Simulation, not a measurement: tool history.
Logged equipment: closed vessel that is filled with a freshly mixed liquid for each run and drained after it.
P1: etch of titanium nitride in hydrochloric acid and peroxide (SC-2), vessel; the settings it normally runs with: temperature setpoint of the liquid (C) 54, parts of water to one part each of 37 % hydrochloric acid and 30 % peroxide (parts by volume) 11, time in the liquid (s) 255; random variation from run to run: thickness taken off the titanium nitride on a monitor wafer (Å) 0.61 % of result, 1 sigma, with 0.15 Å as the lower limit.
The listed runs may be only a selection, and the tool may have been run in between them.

run,hour,temperature setpoint of the liquid (C),parts of water to one part each of 37 % hydrochloric acid and 30 % peroxide (parts by volume),time in the liquid (s),hours since the thermometer was replaced,hours since the chemicals flow meter was replaced,hours since the drum of peroxide was connected,thickness taken off the titanium nitride on a monitor wafer (Å)
1,3.3,54,11,255,1420.6,1245.3,825.7,40.376
2,7.9,54,11,255,1425.2,1249.9,830.3,40.719
3,12.4,39.5,11,135,1429.7,1254.4,834.8,8.0258
4,17.1,54,4,255,1434.4,1259.1,839.5,88.596
5,21.5,54,11,255,1438.8,1263.5,843.9,41.072
6,24.8,54,11,255,1442.1,1266.8,847.2,40.869
7,28.2,54,11,30,1445.5,1270.2,850.6,4.7939
8,30.6,38.5,11,255,1447.9,1272.6,853,14.261
9,33.2,54,11,405,1450.5,1275.2,855.6,65.713
10,36.2,54,11,255,1453.5,1278.2,858.6,41.008
11,38.9,54,19,255,1456.2,1280.9,861.3,25.214
# hour 43: new drum of peroxide connected
12,44,65.5,11,255,1461.3,1286,1,85.452
13,47.8,54,11,255,1465.1,1289.8,4.8,41.021
14,51.7,54,11,255,1469,1293.7,8.7,38.878
15,56.7,54,11,255,1474,1298.7,13.7,37.697
16,61.1,54,11,255,1478.4,1303.1,18.1,37.342
# hour 63: new drum of peroxide connected
17,66.3,54,11,255,1483.6,1308.3,3.4,37.508
18,71.3,54,11,255,1488.6,1313.3,8.4,36.958
19,75.1,54,11,255,1492.4,1317.1,12.2,37.002

What P1 gives has crept off from where it sat before. The 2 causes that follow fit the log equally well, each at the size noted:
A: chemicals flow below the setpoint (%) = 11.1
B: liquid colder than its thermometer reads (K) = 1.54
At approximately hour 47.8, the process output began to creep.
What rules out each remaining cause:
peroxide weaker than its label (%): work on it at hour 63, done after the drift set in, did not restore what the process gave before

The 4 check runs listed below each average the results of 5 wafers, and their outcomes are marked with question marks. Under which run would the listed causes produce clearly different results?
check 1,78.9,39,16.5,255,,,,?
check 2,78.9,54,4,255,,,,?
check 3,78.9,54,11,30,,,,?
check 4,78.9,46.5,17.5,255,,,,?

If the cause were each of the candidates in turn, the checks would give the following:
check,result,if A,if B
check 1,thickness taken off the titanium nitride on a monitor wafer (Å),9.3096,9.263
check 2,thickness taken off the titanium nitride on a monitor wafer (Å),81.897,80.214
check 3,thickness taken off the titanium nitride on a monitor wafer (Å),4.3566,4.3555
check 4,thickness taken off the titanium nitride on a monitor wafer (Å),14.897,14.908
Gap, in per cent, between the two causes that each check separates least, read from the result that separates them most: check 1 0.5 %; check 2 2.08 %; check 3 0.03 %; check 4 0.08 %
Only in check 2 would the causes give clearly different results; in the remaining checks their results would be nearly the same.

After running check 2, the following was obtained: thickness taken off the titanium nitride on a monitor wafer (Å) 82.086. Which cause does this point to?

The correct cause is A, namely: chemicals flow below the setpoint (%).
